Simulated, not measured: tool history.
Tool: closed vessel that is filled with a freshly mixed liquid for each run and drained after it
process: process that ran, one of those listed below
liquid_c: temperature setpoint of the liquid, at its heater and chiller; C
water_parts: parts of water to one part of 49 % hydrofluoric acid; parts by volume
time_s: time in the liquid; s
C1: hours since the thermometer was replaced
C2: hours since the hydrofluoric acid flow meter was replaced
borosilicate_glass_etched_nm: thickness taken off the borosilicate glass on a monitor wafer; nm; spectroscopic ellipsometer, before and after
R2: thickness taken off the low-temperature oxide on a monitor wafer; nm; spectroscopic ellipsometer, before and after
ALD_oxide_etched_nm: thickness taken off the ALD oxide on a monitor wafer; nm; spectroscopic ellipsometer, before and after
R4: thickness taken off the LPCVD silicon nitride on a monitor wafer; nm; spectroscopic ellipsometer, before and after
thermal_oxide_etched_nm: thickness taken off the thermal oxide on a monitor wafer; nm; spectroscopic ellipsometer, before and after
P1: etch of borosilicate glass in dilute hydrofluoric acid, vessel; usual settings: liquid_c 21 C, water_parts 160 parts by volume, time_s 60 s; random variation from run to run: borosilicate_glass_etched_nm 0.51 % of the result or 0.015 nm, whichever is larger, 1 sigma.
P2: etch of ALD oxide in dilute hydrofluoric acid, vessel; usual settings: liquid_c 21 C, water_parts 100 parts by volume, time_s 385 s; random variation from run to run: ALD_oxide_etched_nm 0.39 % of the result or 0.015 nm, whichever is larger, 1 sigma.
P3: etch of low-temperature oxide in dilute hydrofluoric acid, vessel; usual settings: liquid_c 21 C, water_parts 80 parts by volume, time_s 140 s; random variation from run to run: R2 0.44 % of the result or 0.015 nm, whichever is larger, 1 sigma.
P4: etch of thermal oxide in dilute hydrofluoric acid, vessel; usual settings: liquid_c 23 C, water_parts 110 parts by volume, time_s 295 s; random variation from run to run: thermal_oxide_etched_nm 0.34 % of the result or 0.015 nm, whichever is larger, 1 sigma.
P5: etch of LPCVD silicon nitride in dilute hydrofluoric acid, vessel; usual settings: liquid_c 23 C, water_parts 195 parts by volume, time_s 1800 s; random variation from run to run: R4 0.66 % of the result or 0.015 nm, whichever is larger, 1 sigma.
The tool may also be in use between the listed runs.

{"run": 1, "hour": 3.2, "process": "P1", "liquid_c": 21, "water_parts": 160, "time_s": 60, "C1": 269, "C2": 701.2, "borosilicate_glass_etched_nm": 13.146}
{"run": 2, "hour": 5.9, "process": "P3", "liquid_c": 21, "water_parts": 80, "time_s": 140, "C1": 271.7, "C2": 703.9, "R2": 21.898}
{"run": 3, "hour": 8.4, "process": "P2", "liquid_c": 21, "water_parts": 100, "time_s": 715, "C1": 274.2, "C2": 706.4, "ALD_oxide_etched_nm": 62.353}
{"run": 4, "hour": 10.9, "process": "P5", "liquid_c": 18, "water_parts": 195, "time_s": 1800, "C1": 276.7, "C2": 708.9, "R4": 3.2225}
{"run": 5, "hour": 13.6, "process": "P1", "liquid_c": 21, "water_parts": 160, "time_s": 60, "C1": 279.4, "C2": 711.6, "borosilicate_glass_etched_nm": 13.047}
{"run": 6, "hour": 16.4, "process": "P1", "liquid_c": 24.5, "water_parts": 160, "time_s": 60, "C1": 282.2, "C2": 714.4, "borosilicate_glass_etched_nm": 15.017}
{"run": 7, "hour": 20.1, "process": "P1", "liquid_c": 21, "water_parts": 270, "time_s": 60, "C1": 285.9, "C2": 718.1, "borosilicate_glass_etched_nm": 6.8846}
{"run": 8, "hour": 22.4, "process": "P3", "liquid_c": 27.5, "water_parts": 80, "time_s": 140, "C1": 288.2, "C2": 720.4, "R2": 28.584}
{"run": 9, "hour": 24.9, "process": "P1", "liquid_c": 21, "water_parts": 160, "time_s": 60, "C1": 290.7, "C2": 722.9, "borosilicate_glass_etched_nm": 12.991}
{"run": 10, "hour": 29.1, "process": "P3", "liquid_c": 21, "water_parts": 135, "time_s": 140, "C1": 294.9, "C2": 727.1, "R2": 12.25}
{"run": 11, "hour": 33.1, "process": "P2", "liquid_c": 21, "water_parts": 100, "time_s": 385, "C1": 298.9, "C2": 731.1, "ALD_oxide_etched_nm": 33.558}
{"run": 12, "hour": 35.7, "process": "P2", "liquid_c": 21, "water_parts": 100, "time_s": 385, "C1": 301.5, "C2": 733.7, "ALD_oxide_etched_nm": 33.743}
{"run": 13, "hour": 38.8, "process": "P1", "liquid_c": 17, "water_parts": 160, "time_s": 60, "C1": 304.6, "C2": 736.8, "borosilicate_glass_etched_nm": 11.022}
{"run": 14, "hour": 40.8, "process": "P1", "liquid_c": 21, "water_parts": 160, "time_s": 85, "C1": 306.6, "C2": 738.8, "borosilicate_glass_etched_nm": 18.674}
{"run": 15, "hour": 44.9, "process": "P2", "liquid_c": 21, "water_parts": 150, "time_s": 385, "C1": 310.7, "C2": 742.9, "ALD_oxide_etched_nm": 21.215}
{"run": 16, "hour": 47.1, "process": "P3", "liquid_c": 21, "water_parts": 80, "time_s": 30, "C1": 312.9, "C2": 745.1, "R2": 4.7122}
{"run": 17, "hour": 50.1, "process": "P5", "liquid_c": 23, "water_parts": 195, "time_s": 3030, "C1": 315.9, "C2": 748.1, "R4": 7.5232}
{"run": 18, "hour": 52.1, "process": "P1", "liquid_c": 25, "water_parts": 35, "time_s": 60, "C1": 317.9, "C2": 750.1, "borosilicate_glass_etched_nm": 81.441}
{"run": 19, "hour": 56.4, "process": "P5", "liquid_c": 23, "water_parts": 345, "time_s": 1800, "C1": 322.2, "C2": 754.4, "R4": 2.5382}
{"run": 20, "hour": 58.9, "process": "P4", "liquid_c": 23, "water_parts": 110, "time_s": 295, "C1": 324.7, "C2": 756.9, "thermal_oxide_etched_nm": 11.947}
{"run": 21, "hour": 62.5, "process": "P1", "liquid_c": 21, "water_parts": 160, "time_s": 30, "C1": 328.3, "C2": 760.5, "borosilicate_glass_etched_nm": 6.5489}
{"run": 22, "hour": 65.3, "process": "P1", "liquid_c": 21, "water_parts": 85, "time_s": 60, "C1": 331.1, "C2": 763.3, "borosilicate_glass_etched_nm": 26.619}
{"run": 23, "hour": 67.3, "process": "P4", "liquid_c": 17, "water_parts": 110, "time_s": 295, "C1": 333.1, "C2": 765.3, "thermal_oxide_etched_nm": 9.3216}
{"run": 24, "hour": 70.2, "process": "P4", "liquid_c": 23, "water_parts": 110, "time_s": 65, "C1": 336, "C2": 768.2, "thermal_oxide_etched_nm": 2.6588}
{"run": 25, "hour": 74.2, "process": "P1", "liquid_c": 21, "water_parts": 45, "time_s": 30, "C1": 340, "C2": 772.2, "borosilicate_glass_etched_nm": 26.23}
{"run": 26, "hour": 76.9, "process": "P4", "liquid_c": 23, "water_parts": 20, "time_s": 295, "C1": 342.7, "C2": 774.9, "thermal_oxide_etched_nm": 74.161}
{"run": 27, "hour": 81.0, "process": "P2", "liquid_c": 29, "water_parts": 100, "time_s": 385, "C1": 346.8, "C2": 779, "ALD_oxide_etched_nm": 45.791}
{"run": 28, "hour": 84.4, "process": "P1", "liquid_c": 21, "water_parts": 160, "time_s": 60, "C1": 350.2, "C2": 782.4, "borosilicate_glass_etched_nm": 13.029}
{"run": 29, "hour": 88.4, "process": "P3", "liquid_c": 21, "water_parts": 80, "time_s": 140, "C1": 354.2, "C2": 786.4, "R2": 22.176}
{"run": 30, "hour": 91.9, "process": "P1", "liquid_c": 21, "water_parts": 160, "time_s": 60, "C1": 357.7, "C2": 789.9, "borosilicate_glass_etched_nm": 13.102}
{"run": 31, "hour": 93.9, "process": "P1", "liquid_c": 21, "water_parts": 160, "time_s": 60, "C1": 359.7, "C2": 791.9, "borosilicate_glass_etched_nm": 13.11}
{"run": 32, "hour": 97.2, "process": "P5", "liquid_c": 23, "water_parts": 195, "time_s": 1800, "C1": 363, "C2": 795.2, "R4": 4.4992}
{"run": 33, "hour": 99.4, "process": "P1", "liquid_c": 21, "water_parts": 160, "time_s": 60, "C1": 365.2, "C2": 797.4, "borosilicate_glass_etched_nm": 13.052}
{"run": 34, "hour": 102.9, "process": "P1", "liquid_c": 21, "water_parts": 160, "time_s": 60, "C1": 368.7, "C2": 800.9, "borosilicate_glass_etched_nm": 12.87}
{"run": 35, "hour": 106.9, "process": "P1", "liquid_c": 21, "water_parts": 160, "time_s": 60, "C1": 372.7, "C2": 804.9, "borosilicate_glass_etched_nm": 12.628}

Run 36 comes next. What will it give?
{"run": 36, "hour": 109.6, "process": "P1", "liquid_c": 21, "water_parts": 160, "time_s": 60, "C1": 375.4, "C2": 807.6, "borosilicate_glass_etched_nm": "?"}

{"run 36": {"borosilicate_glass_etched_nm": 12.638}}

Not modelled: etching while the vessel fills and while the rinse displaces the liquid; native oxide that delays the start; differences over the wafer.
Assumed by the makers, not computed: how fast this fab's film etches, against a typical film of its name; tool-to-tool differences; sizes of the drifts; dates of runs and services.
